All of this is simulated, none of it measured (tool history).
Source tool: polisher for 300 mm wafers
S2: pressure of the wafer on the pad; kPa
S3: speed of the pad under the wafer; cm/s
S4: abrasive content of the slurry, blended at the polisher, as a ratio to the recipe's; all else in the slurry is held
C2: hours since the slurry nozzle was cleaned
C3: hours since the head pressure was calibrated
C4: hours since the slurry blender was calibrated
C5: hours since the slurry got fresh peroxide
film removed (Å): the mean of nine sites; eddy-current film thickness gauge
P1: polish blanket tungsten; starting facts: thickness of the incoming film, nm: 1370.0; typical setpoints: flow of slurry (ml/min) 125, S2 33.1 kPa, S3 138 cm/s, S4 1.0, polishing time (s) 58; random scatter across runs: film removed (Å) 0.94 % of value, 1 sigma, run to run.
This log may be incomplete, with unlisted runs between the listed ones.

run 1 hour=10.3 | flow_of_slurry_(ml/min)=125 S2=33.1 S3=138 S4=1.0 polishing_time_(s)=58 | wafers_polished_on_this_pad=460 C2=296.0 C3=169.0 C4=261.7 C5=98.8 | film_removed_(Å)=5761.6
run 2 hour=29.3 | flow_of_slurry_(ml/min)=125 S2=33.1 S3=138 S4=1.0 polishing_time_(s)=58 | wafers_polished_on_this_pad=583 C2=315.0 C3=188.0 C4=280.7 C5=117.8 | film_removed_(Å)=5709.2
run 3 hour=38.2 | flow_of_slurry_(ml/min)=185 S2=33.1 S3=138 S4=1.0 polishing_time_(s)=58 | wafers_polished_on_this_pad=641 C2=323.9 C3=196.9 C4=289.6 C5=126.7 | film_removed_(Å)=6067.2
run 4 hour=55.9 | flow_of_slurry_(ml/min)=75 S2=47.6 S3=138 S4=1.0 polishing_time_(s)=58 | wafers_polished_on_this_pad=756 C2=341.6 C3=214.6 C4=307.3 C5=144.4 | film_removed_(Å)=7240.2
run 5 hour=66.5 | flow_of_slurry_(ml/min)=125 S2=33.1 S3=78 S4=1.0 polishing_time_(s)=58 | wafers_polished_on_this_pad=824 C2=352.2 C3=225.2 C4=317.9 C5=155.0 | film_removed_(Å)=3249.7
run 6 hour=79.7 | flow_of_slurry_(ml/min)=125 S2=33.1 S3=138 S4=1.4 polishing_time_(s)=58 | wafers_polished_on_this_pad=910 C2=365.4 C3=238.4 C4=331.1 C5=168.2 | film_removed_(Å)=6231.7
run 7 hour=88.8 | flow_of_slurry_(ml/min)=125 S2=33.1 S3=138 S4=1.0 polishing_time_(s)=58 | wafers_polished_on_this_pad=969 C2=374.5 C3=247.5 C4=340.2 C5=177.3 | film_removed_(Å)=5723.2
run 8 hour=107.2 | flow_of_slurry_(ml/min)=125 S2=33.1 S3=138 S4=0.7 polishing_time_(s)=58 | wafers_polished_on_this_pad=1088 C2=392.9 C3=265.9 C4=358.6 C5=195.7 | film_removed_(Å)=5286.5
run 9 hour=123.5 | flow_of_slurry_(ml/min)=80 S2=33.1 S3=138 S4=1.0 polishing_time_(s)=58 | wafers_polished_on_this_pad=1194 C2=409.2 C3=282.2 C4=374.9 C5=212.0 | film_removed_(Å)=5105.7
run 10 hour=137.4 | flow_of_slurry_(ml/min)=125 S2=33.1 S3=138 S4=1.0 polishing_time_(s)=84 | wafers_polished_on_this_pad=1284 C2=423.1 C3=296.1 C4=388.8 C5=225.9 | film_removed_(Å)=8361.8
run 11 hour=152.0 | flow_of_slurry_(ml/min)=125 S2=33.1 S3=138 S4=1.0 polishing_time_(s)=58 | wafers_polished_on_this_pad=1379 C2=437.7 C3=310.7 C4=403.4 C5=240.5 | film_removed_(Å)=5744.5
-- hour=158.5 worn pad replaced by a new one
run 12 hour=169.0 | flow_of_slurry_(ml/min)=125 S2=22.1 S3=138 S4=1.0 polishing_time_(s)=58 | wafers_polished_on_this_pad=68 C2=454.7 C3=327.7 C4=420.4 C5=257.5 | film_removed_(Å)=3783.1
run 13 hour=182.9 | flow_of_slurry_(ml/min)=125 S2=33.1 S3=208 S4=1.0 polishing_time_(s)=58 | wafers_polished_on_this_pad=158 C2=468.6 C3=341.6 C4=434.3 C5=271.4 | film_removed_(Å)=8562.5
run 14 hour=192.0 | flow_of_slurry_(ml/min)=160 S2=33.1 S3=204 S4=1.0 polishing_time_(s)=58 | wafers_polished_on_this_pad=217 C2=477.7 C3=350.7 C4=443.4 C5=280.5 | film_removed_(Å)=8729.5
run 15 hour=206.5 | flow_of_slurry_(ml/min)=125 S2=42.7 S3=138 S4=1.0 polishing_time_(s)=58 | wafers_polished_on_this_pad=311 C2=492.2 C3=365.2 C4=457.9 C5=295.0 | film_removed_(Å)=7476.8
-- hour=209.0 slurry nozzle cleaned
run 16 hour=219.9 | flow_of_slurry_(ml/min)=125 S2=33.1 S3=138 S4=1.0 polishing_time_(s)=29 | wafers_polished_on_this_pad=398 C2=10.9 C3=378.6 C4=471.3 C5=308.4 | film_removed_(Å)=2855.0
run 17 hour=231.1 | flow_of_slurry_(ml/min)=125 S2=33.1 S3=138 S4=1.0 polishing_time_(s)=58 | wafers_polished_on_this_pad=471 C2=22.1 C3=389.8 C4=482.5 C5=319.6 | film_removed_(Å)=5666.6
run 18 hour=241.4 | flow_of_slurry_(ml/min)=125 S2=33.1 S3=138 S4=1.0 polishing_time_(s)=58 | wafers_polished_on_this_pad=538 C2=32.4 C3=400.1 C4=492.8 C5=329.9 | film_removed_(Å)=5719.0
run 19 hour=258.8 | flow_of_slurry_(ml/min)=125 S2=33.1 S3=138 S4=1.0 polishing_time_(s)=58 | wafers_polished_on_this_pad=651 C2=49.8 C3=417.5 C4=510.2 C5=347.3 | film_removed_(Å)=5405.1
run 20 hour=267.4 | flow_of_slurry_(ml/min)=125 S2=33.1 S3=138 S4=1.0 polishing_time_(s)=58 | wafers_polished_on_this_pad=707 C2=58.4 C3=426.1 C4=518.8 C5=355.9 | film_removed_(Å)=5382.5
-- hour=273.7 slurry blender recalibrated
-- hour=284.4 slurry tank refilled with fresh slurry and peroxide
run 21 hour=286.3 | flow_of_slurry_(ml/min)=125 S2=33.1 S3=138 S4=1.0 polishing_time_(s)=58 | wafers_polished_on_this_pad=829 C2=77.3 C3=445.0 C4=12.7 C5=2.0 | film_removed_(Å)=5210.5
-- hour=292.6 worn pad replaced by a new one
run 22 hour=294.7 | flow_of_slurry_(ml/min)=125 S2=33.1 S3=138 S4=1.0 polishing_time_(s)=58 | wafers_polished_on_this_pad=13 C2=85.7 C3=453.4 C4=21.1 C5=10.4 | film_removed_(Å)=5228.9
run 23 hour=303.5 | flow_of_slurry_(ml/min)=125 S2=33.1 S3=138 S4=1.0 polishing_time_(s)=58 | wafers_polished_on_this_pad=70 C2=94.5 C3=462.2 C4=29.9 C5=19.2 | film_removed_(Å)=5256.6
run 24 hour=315.9 | flow_of_slurry_(ml/min)=125 S2=33.1 S3=138 S4=1.0 polishing_time_(s)=58 | wafers_polished_on_this_pad=151 C2=106.9 C3=474.6 C4=42.3 C5=31.6 | film_removed_(Å)=5080.7
run 25 hour=330.7 | flow_of_slurry_(ml/min)=125 S2=33.1 S3=138 S4=1.0 polishing_time_(s)=58 | wafers_polished_on_this_pad=247 C2=121.7 C3=489.4 C4=57.1 C5=46.4 | film_removed_(Å)=5140.7

The log shows P1 creeping away from where it was. Any of the 2 causes listed here, at the size stated for it, fits the log just as well as the others:
A: head's pressure below its setpoint, % = 10.2
B: slurry flow missing at the pad, % = 35.3
The onset of the drift is placed at about hour 241.4.
Why every other cause is out:
removal rate lost through wear of the pad, %: work on it at hour 292.6, done after the drift set in, did not restore what the process gave before
abrasive missing from the slurry, %: work on it at hour 273.7, done after the drift set in, did not restore what the process gave before
peroxide lost from the slurry, %: work on it at hour 284.4, done after the drift set in, did not restore what the process gave before

Consider the 4 check runs below, whose results appear as question marks and each of which averages 3 wafers. Which one distinguishes the causes, in that each cause would give it a clearly different result?
run check 1 hour=345.5 | flow_of_slurry_(ml/min)=125 S2=33.1 S3=138 S4=0.75 polishing_time_(s)=58 | film_removed_(Å)=?
run check 2 hour=345.5 | flow_of_slurry_(ml/min)=85 S2=33.1 S3=138 S4=1.00 polishing_time_(s)=58 | film_removed_(Å)=?
run check 3 hour=345.5 | flow_of_slurry_(ml/min)=125 S2=33.1 S3=138 S4=1.25 polishing_time_(s)=58 | film_removed_(Å)=?
run check 4 hour=345.5 | flow_of_slurry_(ml/min)=125 S2=33.1 S3=88 S4=1.25 polishing_time_(s)=58 | film_removed_(Å)=?

Expected result of each check under each candidate cause:
check=check_1 result=film_removed_(Å) if_A=4797.7 if_B=4796.9
check=check_2 result=film_removed_(Å) if_A=4673.7 if_B=4480.3
check=check_3 result=film_removed_(Å) if_A=5411.7 if_B=5410.8
check=check_4 result=film_removed_(Å) if_A=3450.9 if_B=3450.3
Smallest distance between any two causes, each pair judged by its most separating result, in per cent: check 1 0.02 %; check 2 4.23 %; check 3 0.02 %; check 4 0.02 %
Only check 2 tells the causes apart: in the others they would give nearly the same result.

Here is what check 2 returned: film removed (Å) 4456.7. Which cause is it?

The correct cause is B, namely: slurry flow missing at the pad, %.

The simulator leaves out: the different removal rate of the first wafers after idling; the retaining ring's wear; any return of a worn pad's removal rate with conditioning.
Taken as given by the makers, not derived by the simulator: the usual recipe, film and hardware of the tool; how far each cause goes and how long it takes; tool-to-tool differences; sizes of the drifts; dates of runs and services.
